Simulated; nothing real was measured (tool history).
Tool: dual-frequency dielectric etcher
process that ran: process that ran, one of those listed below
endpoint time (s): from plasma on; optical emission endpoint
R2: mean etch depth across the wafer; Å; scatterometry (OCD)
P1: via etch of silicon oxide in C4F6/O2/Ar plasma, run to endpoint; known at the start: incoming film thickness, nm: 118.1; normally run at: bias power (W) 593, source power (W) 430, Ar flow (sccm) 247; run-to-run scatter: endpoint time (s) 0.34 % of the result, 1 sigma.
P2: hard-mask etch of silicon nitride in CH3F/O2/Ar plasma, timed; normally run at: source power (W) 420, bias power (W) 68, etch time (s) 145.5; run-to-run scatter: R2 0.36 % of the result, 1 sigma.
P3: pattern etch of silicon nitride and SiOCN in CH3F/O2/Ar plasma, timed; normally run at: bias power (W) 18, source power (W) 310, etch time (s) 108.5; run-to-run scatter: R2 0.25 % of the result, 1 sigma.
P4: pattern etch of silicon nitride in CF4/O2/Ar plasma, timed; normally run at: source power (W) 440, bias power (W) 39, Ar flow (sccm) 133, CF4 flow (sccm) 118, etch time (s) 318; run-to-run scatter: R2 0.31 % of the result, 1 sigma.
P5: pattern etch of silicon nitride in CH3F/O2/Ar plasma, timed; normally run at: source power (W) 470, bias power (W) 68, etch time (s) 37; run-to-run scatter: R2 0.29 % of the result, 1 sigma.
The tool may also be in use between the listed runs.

Run 1, hour 3.6: process that ran P1, bias power (W) 593, source power (W) 430, Ar flow (sccm) 247. Result: endpoint time (s) 23.932.
Run 2, hour 10: process that ran P1, bias power (W) 482, source power (W) 430, Ar flow (sccm) 305. Result: endpoint time (s) 26.535.
Run 3, hour 15.7: process that ran P5, bias power (W) 68, source power (W) 470, etch time (s) 37. Result: R2 276.58 Å.
Run 4, hour 21: process that ran P5, bias power (W) 68, source power (W) 610, etch time (s) 37. Result: R2 304.24 Å.
Run 5, hour 26.3: process that ran P4, bias power (W) 39, source power (W) 440, Ar flow (sccm) 133, etch time (s) 318, CF4 flow (sccm) 118. Result: R2 4852.7 Å.
Run 6, hour 31.2: process that ran P5, bias power (W) 55, source power (W) 470, etch time (s) 37. Result: R2 258.29 Å.
At hour 35.6: Ar flow controller replaced.
Run 7, hour 35.6: process that ran P1, bias power (W) 593, source power (W) 430, Ar flow (sccm) 247. Result: endpoint time (s) 24.115.
Run 8, hour 38.8: process that ran P3, bias power (W) 18, source power (W) 410, etch time (s) 108.5. Result: R2 130.4 Å.
Run 9, hour 43.1: process that ran P2, bias power (W) 85, source power (W) 420, etch time (s) 145.5. Result: R2 1046.6 Å.
Run 10, hour 48: process that ran P1, bias power (W) 593, source power (W) 430, Ar flow (sccm) 319. Result: endpoint time (s) 24.756.
Run 11, hour 52.8: process that ran P1, bias power (W) 593, source power (W) 430, Ar flow (sccm) 247. Result: endpoint time (s) 24.241.
Run 12, hour 58.6: process that ran P5, bias power (W) 68, source power (W) 470, etch time (s) 21.5. Result: R2 159.62 Å.
Run 13, hour 64.9: process that ran P1, bias power (W) 821, source power (W) 430, Ar flow (sccm) 247. Result: endpoint time (s) 21.242.
Run 14, hour 68.2: process that ran P4, bias power (W) 39, source power (W) 440, Ar flow (sccm) 133, etch time (s) 318, CF4 flow (sccm) 69. Result: R2 4498.2 Å.
Run 15, hour 73.3: process that ran P3, bias power (W) 13, source power (W) 310, etch time (s) 108.5. Result: R2 102.9 Å.
Run 16, hour 79.8: process that ran P2, bias power (W) 68, source power (W) 420, etch time (s) 145.5. Result: R2 973 Å.
Run 17, hour 84.6: process that ran P3, bias power (W) 18, source power (W) 310, etch time (s) 151.5. Result: R2 165.78 Å.
Run 18, hour 89.9: process that ran P4, bias power (W) 39, source power (W) 260, Ar flow (sccm) 133, etch time (s) 318, CF4 flow (sccm) 118. Result: R2 3089.9 Å.
Run 19, hour 93.1: process that ran P4, bias power (W) 39, source power (W) 440, Ar flow (sccm) 133, etch time (s) 398, CF4 flow (sccm) 118. Result: R2 6102.1 Å.
Run 20, hour 98.5: process that ran P2, bias power (W) 68, source power (W) 420, etch time (s) 203.5. Result: R2 1356.1 Å.
Run 21, hour 102.3: process that ran P1, bias power (W) 593, source power (W) 560, Ar flow (sccm) 247. Result: endpoint time (s) 22.079.
Run 22, hour 107.6: process that ran P1, bias power (W) 471, source power (W) 430, Ar flow (sccm) 294. Result: endpoint time (s) 26.869.
Run 23, hour 110.4: process that ran P2, bias power (W) 68, source power (W) 420, etch time (s) 145.5. Result: R2 967.17 Å.
Run 24, hour 115.1: process that ran P1, bias power (W) 386, source power (W) 430, Ar flow (sccm) 247. Result: endpoint time (s) 28.395.
Run 25, hour 119.8: process that ran P1, bias power (W) 593, source power (W) 430, Ar flow (sccm) 162. Result: endpoint time (s) 22.814.
Run 26, hour 123.8: process that ran P2, bias power (W) 68, source power (W) 570, etch time (s) 145.5. Result: R2 1083.5 Å.
Run 27, hour 128.6: process that ran P1, bias power (W) 593, source power (W) 430, Ar flow (sccm) 247. Result: endpoint time (s) 24.055.
Run 28, hour 131.8: process that ran P1, bias power (W) 593, source power (W) 320, Ar flow (sccm) 247. Result: endpoint time (s) 26.762.
Run 29, hour 138: process that ran P4, bias power (W) 39, source power (W) 440, Ar flow (sccm) 95, etch time (s) 318, CF4 flow (sccm) 118. Result: R2 5115.2 Å.
Run 30, hour 141.4: process that ran P3, bias power (W) 18, source power (W) 310, etch time (s) 108.5. Result: R2 118.7 Å.
Run 31, hour 145.6: process that ran P1, bias power (W) 593, source power (W) 430, Ar flow (sccm) 247. Result: endpoint time (s) 24.042.
Run 32, hour 149.4: process that ran P4, bias power (W) 47, source power (W) 440, Ar flow (sccm) 133, etch time (s) 318, CF4 flow (sccm) 118. Result: R2 5242.1 Å.
Run 33, hour 152.6: process that ran P1, bias power (W) 593, source power (W) 430, Ar flow (sccm) 247. Result: endpoint time (s) 24.125.
Run 34, hour 155.9: process that ran P1, bias power (W) 593, source power (W) 430, Ar flow (sccm) 247. Result: endpoint time (s) 23.988.
Run 35, hour 162.3: process that ran P1, bias power (W) 593, source power (W) 430, Ar flow (sccm) 247. Result: endpoint time (s) 23.864.
Run 36, hour 167.3: process that ran P1, bias power (W) 593, source power (W) 430, Ar flow (sccm) 247. Result: endpoint time (s) 23.796.
Run 37, hour 172.4: process that ran P1, bias power (W) 593, source power (W) 430, Ar flow (sccm) 247. Result: endpoint time (s) 23.59.
At hour 174.6: Ar flow controller replaced.
Run 38, hour 177.8: process that ran P1, bias power (W) 593, source power (W) 430, Ar flow (sccm) 247. Result: endpoint time (s) 23.694.
At hour 182.8: wet clean of the chamber.
Run 39, hour 183.4: process that ran P1, bias power (W) 593, source power (W) 430, Ar flow (sccm) 247. Result: endpoint time (s) 23.685.
Run 40, hour 188.5: process that ran P1, bias power (W) 593, source power (W) 430, Ar flow (sccm) 247. Result: endpoint time (s) 23.732.
Run 41, hour 193.3: process that ran P1, bias power (W) 593, source power (W) 430, Ar flow (sccm) 247. Result: endpoint time (s) 23.639.

Run 42 comes next. What will it give?
Run 42, hour 197.5: process that ran P1, bias power (W) 593, source power (W) 430, Ar flow (sccm) 247. Result: endpoint time (s) ?.

endpoint time (s): 23.773

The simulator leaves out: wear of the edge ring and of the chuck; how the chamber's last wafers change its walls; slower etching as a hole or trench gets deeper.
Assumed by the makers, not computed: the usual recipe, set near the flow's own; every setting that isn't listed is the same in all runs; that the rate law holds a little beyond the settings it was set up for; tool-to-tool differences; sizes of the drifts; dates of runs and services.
